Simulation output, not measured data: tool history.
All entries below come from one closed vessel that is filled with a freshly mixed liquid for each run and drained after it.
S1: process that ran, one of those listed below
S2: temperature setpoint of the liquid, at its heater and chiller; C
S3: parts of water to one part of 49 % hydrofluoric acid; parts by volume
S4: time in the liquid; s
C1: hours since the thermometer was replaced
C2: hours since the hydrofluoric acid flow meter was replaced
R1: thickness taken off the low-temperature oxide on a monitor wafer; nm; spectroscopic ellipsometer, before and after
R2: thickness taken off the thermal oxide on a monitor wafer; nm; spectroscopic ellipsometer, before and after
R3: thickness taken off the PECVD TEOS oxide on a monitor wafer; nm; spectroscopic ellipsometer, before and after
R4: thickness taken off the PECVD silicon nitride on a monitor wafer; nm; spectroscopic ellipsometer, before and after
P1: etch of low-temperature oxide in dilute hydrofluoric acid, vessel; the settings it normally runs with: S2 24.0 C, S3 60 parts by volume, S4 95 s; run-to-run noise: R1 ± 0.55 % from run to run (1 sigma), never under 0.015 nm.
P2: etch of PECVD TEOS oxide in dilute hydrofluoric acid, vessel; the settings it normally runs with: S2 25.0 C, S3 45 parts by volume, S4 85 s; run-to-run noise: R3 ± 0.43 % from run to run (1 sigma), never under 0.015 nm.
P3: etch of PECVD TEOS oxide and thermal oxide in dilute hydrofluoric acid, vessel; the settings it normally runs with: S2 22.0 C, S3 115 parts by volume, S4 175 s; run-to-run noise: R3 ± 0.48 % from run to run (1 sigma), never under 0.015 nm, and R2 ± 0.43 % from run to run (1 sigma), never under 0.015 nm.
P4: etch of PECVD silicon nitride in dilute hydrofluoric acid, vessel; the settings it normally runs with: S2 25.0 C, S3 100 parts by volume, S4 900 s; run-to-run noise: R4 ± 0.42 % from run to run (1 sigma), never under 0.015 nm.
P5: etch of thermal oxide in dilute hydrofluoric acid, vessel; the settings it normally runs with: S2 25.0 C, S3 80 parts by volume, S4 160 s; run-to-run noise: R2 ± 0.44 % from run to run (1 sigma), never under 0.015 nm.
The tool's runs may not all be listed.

run 1 day=0.304 | S1=P1 S2=24.0 S3=60 S4=95 | C1=1184.4 C2=1174.9 | R1=29.7460
run 2 day=0.488 | S1=P5 S2=25.0 S3=80 S4=270 | C1=1188.8 C2=1179.3 | R2=17.2180
run 3 day=0.675 | S1=P1 S2=28.0 S3=60 S4=95 | C1=1193.3 C2=1183.8 | R1=35.0260
run 4 day=0.829 | S1=P3 S2=17.0 S3=115 S4=175 | C1=1197.0 C2=1187.5 | R2=5.2959 R3=10.1390
run 5 day=1.129 | S1=P1 S2=24.0 S3=105 S4=95 | C1=1204.2 C2=1194.7 | R1=15.9870
run 6 day=1.383 | S1=P3 S2=22.0 S3=40 S4=175 | C1=1210.3 C2=1200.8 | R2=20.3010 R3=39.0330
run 7 day=1.638 | S1=P1 S2=24.0 S3=60 S4=95 | C1=1216.4 C2=1206.9 | R1=30.2570
run 8 day=1.808 | S1=P3 S2=22.0 S3=115 S4=175 | C1=1220.5 C2=1211.0 | R2=6.4618 R3=12.4500
run 9 day=2.000 | S1=P5 S2=17.0 S3=80 S4=160 | C1=1225.1 C2=1215.6 | R2=7.4082
run 10 day=2.233 | S1=P2 S2=25.0 S3=45 S4=30 | C1=1230.7 C2=1221.2 | R3=8.8384
run 11 day=2.538 | S1=P5 S2=25.0 S3=125 S4=160 | C1=1238.0 C2=1228.5 | R2=6.2015
run 12 day=2.829 | S1=P1 S2=24.0 S3=60 S4=95 | C1=1245.0 C2=1235.5 | R1=30.3000
run 13 day=2.996 | S1=P1 S2=24.0 S3=60 S4=95 | C1=1249.0 C2=1239.5 | R1=29.9400
run 14 day=3.308 | S1=P2 S2=25.0 S3=45 S4=85 | C1=1256.5 C2=1247.0 | R3=25.2240
run 15 day=3.567 | S1=P4 S2=25.0 S3=100 S4=900 | C1=1262.7 C2=1253.2 | R4=16.859
run 16 day=3.817 | S1=P1 S2=24.0 S3=60 S4=30 | C1=1268.7 C2=1259.2 | R1=9.4681
run 17 day=4.146 | S1=P2 S2=25.0 S3=65 S4=85 | C1=1276.6 C2=1267.1 | R3=16.8340
run 18 day=4.317 | S1=P1 S2=24.0 S3=60 S4=95 | C1=1280.7 C2=1271.2 | R1=29.8730
run 19 day=4.529 | S1=P4 S2=25.0 S3=100 S4=1415 | C1=1285.8 C2=1276.3 | R4=26.492
run 20 day=4.746 | S1=P2 S2=32.5 S3=45 S4=85 | C1=1291.0 C2=1281.5 | R3=33.7510
run 21 day=4.908 | S1=P1 S2=24.0 S3=60 S4=95 | C1=1294.9 C2=1285.4 | R1=30.1560
run 22 day=5.058 | S1=P4 S2=25.0 S3=40 S4=900 | C1=1298.5 C2=1289.0 | R4=41.444
run 23 day=5.308 | S1=P1 S2=24.0 S3=20 S4=95 | C1=1304.5 C2=1295.0 | R1=95.1080
run 24 day=5.575 | S1=P5 S2=25.0 S3=80 S4=160 | C1=1310.9 C2=1301.4 | R2=10.3280
run 25 day=5.792 | S1=P1 S2=24.0 S3=60 S4=165 | C1=1316.1 C2=1306.6 | R1=52.1040
run 26 day=6.008 | S1=P1 S2=24.0 S3=60 S4=95 | C1=1321.3 C2=1311.8 | R1=29.8230
run 27 day=6.254 | S1=P5 S2=25.0 S3=80 S4=160 | C1=1327.2 C2=1317.7 | R2=10.2370

Predict the results of run 28:
run 28 day=6.583 | S1=P3 S2=22.0 S3=115 S4=65 | C1=1335.1 C2=1325.6 | R2=? R3=?

Run 28 measured R2 2.3943 nm, R3 4.6025 nm.
